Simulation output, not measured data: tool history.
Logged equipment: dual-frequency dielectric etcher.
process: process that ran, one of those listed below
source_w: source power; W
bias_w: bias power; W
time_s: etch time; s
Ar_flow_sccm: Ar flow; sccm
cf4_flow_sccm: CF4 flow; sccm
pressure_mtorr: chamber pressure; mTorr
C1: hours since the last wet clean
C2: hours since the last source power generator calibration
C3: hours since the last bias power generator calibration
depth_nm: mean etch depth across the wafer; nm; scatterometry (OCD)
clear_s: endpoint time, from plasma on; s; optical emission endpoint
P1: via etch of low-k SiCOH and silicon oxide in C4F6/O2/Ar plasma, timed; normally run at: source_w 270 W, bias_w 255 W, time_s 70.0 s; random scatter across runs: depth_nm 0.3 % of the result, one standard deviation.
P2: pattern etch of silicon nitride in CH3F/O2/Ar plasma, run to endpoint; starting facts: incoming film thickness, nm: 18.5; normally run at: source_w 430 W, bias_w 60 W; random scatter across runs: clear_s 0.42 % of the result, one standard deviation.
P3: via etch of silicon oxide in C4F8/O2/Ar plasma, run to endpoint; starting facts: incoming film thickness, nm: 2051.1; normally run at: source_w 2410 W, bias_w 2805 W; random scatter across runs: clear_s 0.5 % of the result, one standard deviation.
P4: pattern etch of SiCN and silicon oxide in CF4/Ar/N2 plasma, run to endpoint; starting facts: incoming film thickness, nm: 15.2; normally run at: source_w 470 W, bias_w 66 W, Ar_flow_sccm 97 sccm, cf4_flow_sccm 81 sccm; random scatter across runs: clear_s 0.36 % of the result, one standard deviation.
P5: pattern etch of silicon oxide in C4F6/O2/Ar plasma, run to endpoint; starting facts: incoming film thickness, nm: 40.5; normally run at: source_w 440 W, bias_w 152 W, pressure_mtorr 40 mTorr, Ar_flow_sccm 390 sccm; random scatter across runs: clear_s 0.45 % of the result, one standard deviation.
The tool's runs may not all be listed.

{"run": 1, "hour": 3.5, "process": "P1", "source_w": 270, "bias_w": 255, "time_s": 70.0, "C1": 145.3, "C2": 1627.6, "C3": 1658.9, "depth_nm": 184.62}
{"run": 2, "hour": 8.7, "process": "P4", "source_w": 470, "bias_w": 66, "Ar_flow_sccm": 97, "cf4_flow_sccm": 57, "C1": 150.5, "C2": 1632.8, "C3": 1664.1, "clear_s": 17.98}
{"run": 3, "hour": 11.8, "process": "P1", "source_w": 270, "bias_w": 346, "time_s": 44.5, "C1": 153.6, "C2": 1635.9, "C3": 1667.2, "depth_nm": 130.38}
{"hour": 13.7, "done": "wet clean of the chamber"}
{"run": 4, "hour": 16.1, "process": "P1", "source_w": 270, "bias_w": 255, "time_s": 70.0, "C1": 2.5, "C2": 1640.2, "C3": 1671.5, "depth_nm": 185.37}
{"run": 5, "hour": 18.7, "process": "P4", "source_w": 470, "bias_w": 66, "Ar_flow_sccm": 119, "cf4_flow_sccm": 81, "C1": 5.1, "C2": 1642.8, "C3": 1674.1, "clear_s": 17.386}
{"run": 6, "hour": 24.0, "process": "P2", "source_w": 430, "bias_w": 60, "C1": 10.4, "C2": 1648.1, "C3": 1679.4, "clear_s": 27.963}
{"run": 7, "hour": 28.5, "process": "P5", "source_w": 440, "bias_w": 186, "Ar_flow_sccm": 390, "pressure_mtorr": 40, "C1": 14.9, "C2": 1652.6, "C3": 1683.9, "clear_s": 13.609}
{"run": 8, "hour": 31.1, "process": "P3", "source_w": 2410, "bias_w": 2217, "C1": 17.5, "C2": 1655.2, "C3": 1686.5, "clear_s": 369.03}
{"run": 9, "hour": 35.3, "process": "P1", "source_w": 220, "bias_w": 255, "time_s": 70.0, "C1": 21.7, "C2": 1659.4, "C3": 1690.7, "depth_nm": 169.98}
{"run": 10, "hour": 40.4, "process": "P1", "source_w": 370, "bias_w": 255, "time_s": 91.0, "C1": 26.8, "C2": 1664.5, "C3": 1695.8, "depth_nm": 271.12}
{"run": 11, "hour": 45.2, "process": "P3", "source_w": 2410, "bias_w": 2805, "C1": 31.6, "C2": 1669.3, "C3": 1700.6, "clear_s": 343.51}
{"run": 12, "hour": 49.1, "process": "P1", "source_w": 270, "bias_w": 255, "time_s": 42.0, "C1": 35.5, "C2": 1673.2, "C3": 1704.5, "depth_nm": 110.73}
{"run": 13, "hour": 54.1, "process": "P1", "source_w": 270, "bias_w": 255, "time_s": 70.0, "C1": 40.5, "C2": 1678.2, "C3": 1709.5, "depth_nm": 184.88}
{"run": 14, "hour": 58.2, "process": "P1", "source_w": 270, "bias_w": 355, "time_s": 70.0, "C1": 44.6, "C2": 1682.3, "C3": 1713.6, "depth_nm": 208.4}
{"run": 15, "hour": 61.8, "process": "P1", "source_w": 270, "bias_w": 255, "time_s": 94.5, "C1": 48.2, "C2": 1685.9, "C3": 1717.2, "depth_nm": 249.9}
{"run": 16, "hour": 66.0, "process": "P3", "source_w": 3180, "bias_w": 2805, "C1": 52.4, "C2": 1690.1, "C3": 1721.4, "clear_s": 305.68}
{"run": 17, "hour": 70.2, "process": "P1", "source_w": 270, "bias_w": 255, "time_s": 70.0, "C1": 56.6, "C2": 1694.3, "C3": 1725.6, "depth_nm": 184.03}
{"run": 18, "hour": 75.0, "process": "P4", "source_w": 470, "bias_w": 66, "Ar_flow_sccm": 97, "cf4_flow_sccm": 81, "C1": 61.4, "C2": 1699.1, "C3": 1730.4, "clear_s": 16.937}
{"run": 19, "hour": 77.4, "process": "P1", "source_w": 330, "bias_w": 255, "time_s": 100.5, "C1": 63.8, "C2": 1701.5, "C3": 1732.8, "depth_nm": 286.29}
{"run": 20, "hour": 82.1, "process": "P5", "source_w": 350, "bias_w": 152, "Ar_flow_sccm": 390, "pressure_mtorr": 40, "C1": 68.5, "C2": 1706.2, "C3": 1737.5, "clear_s": 15.668}

For run 21, what comes out?
{"run": 21, "hour": 86.3, "process": "P1", "source_w": 370, "bias_w": 255, "time_s": 70.0, "C1": 72.7, "C2": 1710.4, "C3": 1741.7, "depth_nm": "?"}

{"run 21": {"depth_nm": 207.26}}
